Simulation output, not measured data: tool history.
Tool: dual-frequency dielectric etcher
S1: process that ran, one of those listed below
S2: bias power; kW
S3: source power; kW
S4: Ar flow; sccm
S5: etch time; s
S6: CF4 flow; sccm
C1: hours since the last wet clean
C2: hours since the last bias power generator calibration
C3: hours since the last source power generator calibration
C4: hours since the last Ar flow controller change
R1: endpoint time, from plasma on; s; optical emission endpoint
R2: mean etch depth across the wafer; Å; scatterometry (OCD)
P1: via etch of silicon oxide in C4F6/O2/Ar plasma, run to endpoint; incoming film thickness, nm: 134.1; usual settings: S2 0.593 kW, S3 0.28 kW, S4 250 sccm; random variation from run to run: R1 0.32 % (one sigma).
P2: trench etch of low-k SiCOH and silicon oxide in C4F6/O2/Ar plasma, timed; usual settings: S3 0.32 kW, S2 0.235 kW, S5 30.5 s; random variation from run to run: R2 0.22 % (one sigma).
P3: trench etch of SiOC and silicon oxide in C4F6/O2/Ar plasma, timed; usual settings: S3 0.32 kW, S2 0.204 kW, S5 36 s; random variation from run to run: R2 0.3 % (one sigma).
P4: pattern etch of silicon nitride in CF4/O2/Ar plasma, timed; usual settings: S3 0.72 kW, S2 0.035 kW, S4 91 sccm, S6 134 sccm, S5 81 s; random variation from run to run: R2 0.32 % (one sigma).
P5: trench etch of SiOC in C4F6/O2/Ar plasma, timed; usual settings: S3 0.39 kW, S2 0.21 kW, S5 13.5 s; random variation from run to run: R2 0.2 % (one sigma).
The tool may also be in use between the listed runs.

run     day  S1     S2    S3   S4    S5   S6     C1     C2     C3      C4      R1      R2
  1   0.308  P1  0.593  0.28  250             133.1  425.4  508.6  1138.9  31.268
  2   0.625  P1  0.593  0.28  150             140.7    433  516.2  1146.5  29.676
  3   1.058  P1  0.593  0.28  250             151.1  443.4  526.6  1156.9  31.299
  4   1.654  P2  0.235  0.32       30.5       165.4  457.7  540.9  1171.2           922.1
  5   2.046  P1  0.593  0.28  250             174.8  467.1  550.3  1180.6  31.363
  6    2.55  P2  0.235  0.45       30.5       186.9  479.2  562.4  1192.7          1054.9
  7   2.862  P1  0.689  0.28  291             194.4  486.7  569.9  1200.2  30.002
  8   3.275  P5   0.21  0.39       13.5       204.3  496.6  579.8  1210.1          291.07
  9   3.558  P4  0.035  0.72  118    81  134  211.1  503.4  586.6  1216.9          1890.9
 10   3.854  P4  0.035  0.72   91  99.5  134  218.2  510.5  593.7    1224          2398.2
 11   4.425  P4  0.035  0.72   91    81  134  231.9  524.2  607.4  1237.7          1959.1
 12   4.992  P1  0.593  0.16  250             245.5  537.8    621  1251.3  38.288
 13   5.379  P1  0.593  0.28  250             254.8  547.1  630.3  1260.6  31.465
 14   5.883  P3  0.128  0.32         36       266.9  559.2  642.4  1272.7          581.83
 15   6.312  P5  0.158  0.39       13.5       277.2  569.5  652.7    1283          266.01
 16   6.879  P5   0.21  0.39        7.5       290.8  583.1  666.3  1296.6          161.68
 17   7.183  P4  0.035  0.72   91    81   80  298.1  590.4  673.6  1303.9          1815.5
 18   7.517  P1  0.593  0.28  250             306.1  598.4  681.6  1311.9  31.317
 19   8.017  P2  0.235  0.32       40.5       318.1  610.4  693.6  1323.9          1225.3
 20   8.562  P4  0.035  0.49   91    81  134  331.2  623.5  706.7    1337          1392.1
 21   9.212  P3  0.204  0.32         36       346.8  639.1  722.3  1352.6          671.49
 22   9.767  P5   0.21  0.31       13.5       360.1  652.4  735.6  1365.9           266.8
 23  10.342  P3  0.204  0.21         36       373.9  666.2  749.4  1379.7          570.89
 24  10.696  P2   0.17  0.32       30.5       382.4  674.7  757.9  1388.2          827.45
 25  11.171  P1  0.593   0.2  170             393.8  686.1  769.3  1399.6   33.75
 26  11.721  P1  0.593  0.28  307               407  699.3  782.5  1412.8  32.003
 27  12.271  P3  0.204  0.32         20       420.2  712.5  795.7    1426          371.71
 28  12.596  P1  0.769  0.28  250               428  720.3  803.5  1433.8  28.331
     12.933  -- Ar flow controller replaced
 29  13.183  P1  0.593  0.35  250             442.1  734.4  817.6     6.1  28.815
 30    13.8  P1  0.351  0.28  250             456.9  749.2  832.4    20.9  38.113
 31  14.162  P4  0.026  0.72   91    81  134  465.6  757.9  841.1    29.6          1783.5
 32  14.658  P1  0.593  0.28  250             477.5  769.8    853    41.5  31.282
 33  15.058  P1  0.593  0.28  250             487.1  779.4  862.6    51.1  31.126
 34  15.508  P1  0.593  0.28  250             497.9  790.2  873.4    61.9   31.04
 35  15.962  P1  0.593  0.28  250             508.8  801.1  884.3    72.8  31.126
 36  16.358  P1  0.593  0.28  250             518.3  810.6  893.8    82.3  30.764
     16.592  -- Ar flow controller replaced
 37  16.904  P1  0.593  0.28  250             531.4  823.7  906.9     7.5   30.91
     16.962  -- wet clean of the chamber
 38  17.217  P1  0.593  0.28  250               6.1  831.2  914.4      15  30.898
 39  17.592  P1  0.593  0.28  250              15.1  840.2  923.4      24  30.792
 40  18.125  P1  0.593  0.28  250              27.9    853  936.2    36.8  30.755
 41   18.45  P1  0.593  0.28  250              35.7  860.8    944    44.6  31.042
 42  18.958  P1  0.593  0.28  250              47.9    873  956.2    56.8  30.932
 43    19.3  P1  0.593  0.28  250              56.1  881.2  964.4      65  30.793

What P1 gives has crept away from where it was. These 2 causes fit the log equally well, each at the size given:
A: source power that arrives over what is set, % = 4.51
B: bias power that arrives over what is set, % = 4.21
The creep began at about day 14.658.
Why every other cause is out:
chamber walls in a state that raises the etch rate, %: serviced at day 16.962, which brought nothing back
Ar flow that arrives under what is set, %: serviced at day 16.592, which brought nothing back

4 check runs are offered, one wafer each, their results left as question marks. Which one tells the causes apart?
check 1  19.642  P4  0.035   0.5  91    81  81                       ?
check 2  19.642  P2  0.173  0.45      30.5                           ?
check 3  19.642  P3  0.204  0.27      23.5                           ?
check 4  19.642  P5   0.21  0.32      13.5                           ?

What each check would give under each cause:
  check  result    if A    if B
check 1      R2  1373.9    1341
check 2      R2  970.02  965.74
check 3      R2  418.13  416.84
check 4      R2   273.9  273.03
How far apart the two closest causes lie, in the result that separates them most: check 1 2.43 %; check 2 0.44 %; check 3 0.31 %; check 4 0.32 %
Check 1 tells the causes apart: in the others they would give nearly the same result.

Check 1 was then run and gave: R2 1376 Å. Which cause is it?

It is A: source power that arrives over what is set, %.
